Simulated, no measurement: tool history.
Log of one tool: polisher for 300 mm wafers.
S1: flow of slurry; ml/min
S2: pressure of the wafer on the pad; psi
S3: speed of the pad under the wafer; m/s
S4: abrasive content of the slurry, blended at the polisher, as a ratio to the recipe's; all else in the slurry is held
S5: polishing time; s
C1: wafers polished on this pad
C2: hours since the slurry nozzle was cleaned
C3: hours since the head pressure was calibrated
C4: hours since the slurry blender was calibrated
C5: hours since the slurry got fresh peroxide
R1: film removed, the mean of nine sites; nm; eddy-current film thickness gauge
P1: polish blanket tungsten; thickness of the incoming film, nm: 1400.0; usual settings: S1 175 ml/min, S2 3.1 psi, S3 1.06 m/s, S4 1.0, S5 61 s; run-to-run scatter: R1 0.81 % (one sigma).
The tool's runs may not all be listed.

run	hour	S1	S2	S3	S4	S5	C1	C2	C3	C4	C5	R1
1	9.5	175	3.1	1.06	1.0	61	451	135.6	172.6	112.3	46.1	267.07
2	21.2	175	3.1	1.60	1.0	61	552	147.3	184.3	124.0	57.8	401.82
3	34.0	175	3.1	1.06	1.0	61	662	160.1	197.1	136.8	70.6	267.12
4	48.0	120	3.1	1.06	1.0	61	783	174.1	211.1	150.8	84.6	249.83
5	58.2	175	3.1	1.06	1.0	61	871	184.3	221.3	161.0	94.8	267.35
6	66.8	105	4.4	1.06	1.0	61	945	192.9	229.9	169.6	103.4	338.26
7	78.4	175	4.0	1.06	1.0	61	1045	204.5	241.5	181.2	115.0	345.43
8	93.6	175	3.1	1.06	1.0	61	1176	219.7	256.7	196.4	130.2	270.49
# hour 102.9: worn pad replaced by a new one
9	110.5	175	3.1	1.06	1.2	61	65	236.6	273.6	213.3	147.1	281.24
10	118.4	175	3.1	1.06	1.0	84	133	244.5	281.5	221.2	155.0	371.14
11	132.2	175	3.1	1.06	1.0	61	252	258.3	295.3	235.0	168.8	269.76
12	142.9	175	3.1	1.06	0.6	61	344	269.0	306.0	245.7	179.5	241.72
13	156.4	250	3.9	1.06	1.0	61	460	282.5	319.5	259.2	193.0	352.60
14	164.9	175	1.7	1.06	1.0	61	534	291.0	328.0	267.7	201.5	146.16
15	178.4	175	3.1	1.06	1.0	29	650	304.5	341.5	281.2	215.0	129.45
16	190.7	175	3.1	0.48	1.0	61	756	316.8	353.8	293.5	227.3	121.36
# hour 192.6: slurry blender recalibrated
17	204.8	230	3.1	1.06	1.0	61	877	330.9	367.9	12.2	241.4	279.73
18	214.1	175	3.1	1.06	1.0	61	957	340.2	377.2	21.5	250.7	268.07
19	226.5	175	3.1	1.06	1.0	61	1064	352.6	389.6	33.9	263.1	262.45

The next listed run, before its measurement:
20	241.8	175	3.1	1.06	1.0	61	1196	367.9	404.9	49.2	278.4	?

Run 20 gave R1 254.04 nm.
